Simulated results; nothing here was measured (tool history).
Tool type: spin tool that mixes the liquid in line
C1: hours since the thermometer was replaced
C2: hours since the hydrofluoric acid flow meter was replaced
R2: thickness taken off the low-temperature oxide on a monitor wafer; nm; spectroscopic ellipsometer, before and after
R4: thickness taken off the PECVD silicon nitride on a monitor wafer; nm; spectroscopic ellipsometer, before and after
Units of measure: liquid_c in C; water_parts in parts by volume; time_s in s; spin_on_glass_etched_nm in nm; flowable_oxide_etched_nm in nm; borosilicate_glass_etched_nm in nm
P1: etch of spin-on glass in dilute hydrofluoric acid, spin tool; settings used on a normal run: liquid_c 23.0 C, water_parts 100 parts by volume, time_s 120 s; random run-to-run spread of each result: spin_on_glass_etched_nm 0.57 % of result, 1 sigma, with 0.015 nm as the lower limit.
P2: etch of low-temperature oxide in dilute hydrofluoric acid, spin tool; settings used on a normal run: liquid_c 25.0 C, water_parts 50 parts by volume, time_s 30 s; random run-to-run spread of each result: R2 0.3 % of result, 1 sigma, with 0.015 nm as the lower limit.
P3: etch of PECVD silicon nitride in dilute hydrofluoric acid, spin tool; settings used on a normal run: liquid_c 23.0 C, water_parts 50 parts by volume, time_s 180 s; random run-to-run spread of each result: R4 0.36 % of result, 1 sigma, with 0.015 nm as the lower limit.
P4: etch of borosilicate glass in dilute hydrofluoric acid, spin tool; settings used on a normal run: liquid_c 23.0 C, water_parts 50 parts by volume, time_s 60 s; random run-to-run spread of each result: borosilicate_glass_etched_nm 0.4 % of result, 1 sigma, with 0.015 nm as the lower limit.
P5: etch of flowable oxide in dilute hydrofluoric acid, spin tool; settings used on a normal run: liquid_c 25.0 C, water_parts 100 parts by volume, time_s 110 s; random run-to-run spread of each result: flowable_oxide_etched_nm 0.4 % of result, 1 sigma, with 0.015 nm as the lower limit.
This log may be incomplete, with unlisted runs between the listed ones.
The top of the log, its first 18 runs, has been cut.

run 19 hour=254.0 | process=P1 liquid_c=17.0 water_parts=100 time_s=120 | C1=472.2 C2=794.9 | spin_on_glass_etched_nm=34.8450
run 20 hour=272.0 | process=P2 liquid_c=17.0 water_parts=50 time_s=30 | C1=490.2 C2=812.9 | R2=17.110
run 21 hour=280.1 | process=P4 liquid_c=30.5 water_parts=50 time_s=60 | C1=498.3 C2=821.0 | borosilicate_glass_etched_nm=49.301
run 22 hour=296.2 | process=P1 liquid_c=23.0 water_parts=150 time_s=120 | C1=514.4 C2=837.1 | spin_on_glass_etched_nm=28.1540
run 23 hour=306.6 | process=P2 liquid_c=25.0 water_parts=50 time_s=55 | C1=524.8 C2=847.5 | R2=43.833
run 24 hour=322.5 | process=P1 liquid_c=23.0 water_parts=30 time_s=120 | C1=540.7 C2=863.4 | spin_on_glass_etched_nm=160.3100
run 25 hour=337.5 | process=P5 liquid_c=25.0 water_parts=100 time_s=110 | C1=555.7 C2=878.4 | flowable_oxide_etched_nm=39.629
run 26 hour=351.5 | process=P5 liquid_c=25.0 water_parts=100 time_s=205 | C1=569.7 C2=892.4 | flowable_oxide_etched_nm=74.051
run 27 hour=369.9 | process=P1 liquid_c=23.0 water_parts=100 time_s=120 | C1=588.1 C2=910.8 | spin_on_glass_etched_nm=44.4480
run 28 hour=381.9 | process=P1 liquid_c=23.0 water_parts=100 time_s=235 | C1=600.1 C2=922.8 | spin_on_glass_etched_nm=87.0670
run 29 hour=399.0 | process=P4 liquid_c=23.0 water_parts=20 time_s=60 | C1=617.2 C2=939.9 | borosilicate_glass_etched_nm=93.860
run 30 hour=417.0 | process=P5 liquid_c=25.0 water_parts=185 time_s=110 | C1=635.2 C2=957.9 | flowable_oxide_etched_nm=19.280
run 31 hour=432.9 | process=P4 liquid_c=23.0 water_parts=50 time_s=105 | C1=651.1 C2=973.8 | borosilicate_glass_etched_nm=63.500
run 32 hour=449.7 | process=P1 liquid_c=23.0 water_parts=100 time_s=120 | C1=667.9 C2=990.6 | spin_on_glass_etched_nm=44.1340
run 33 hour=465.1 | process=P1 liquid_c=23.0 water_parts=100 time_s=120 | C1=683.3 C2=1006.0 | spin_on_glass_etched_nm=45.4930
run 34 hour=479.6 | process=P1 liquid_c=23.0 water_parts=100 time_s=120 | C1=697.8 C2=1020.5 | spin_on_glass_etched_nm=46.1080
run 35 hour=493.4 | process=P1 liquid_c=23.0 water_parts=100 time_s=120 | C1=711.6 C2=1034.3 | spin_on_glass_etched_nm=46.8610
run 36 hour=501.9 | process=P1 liquid_c=23.0 water_parts=100 time_s=120 | C1=720.1 C2=1042.8 | spin_on_glass_etched_nm=46.8660
run 37 hour=515.4 | process=P1 liquid_c=23.0 water_parts=100 time_s=120 | C1=733.6 C2=1056.3 | spin_on_glass_etched_nm=47.2800
run 38 hour=532.9 | process=P1 liquid_c=23.0 water_parts=100 time_s=120 | C1=751.1 C2=1073.8 | spin_on_glass_etched_nm=47.3070

The next listed run, before its measurement:
run 39 hour=546.5 | process=P1 liquid_c=23.0 water_parts=100 time_s=120 | C1=764.7 C2=1087.4 | spin_on_glass_etched_nm=?

spin_on_glass_etched_nm: 47.3700 nm
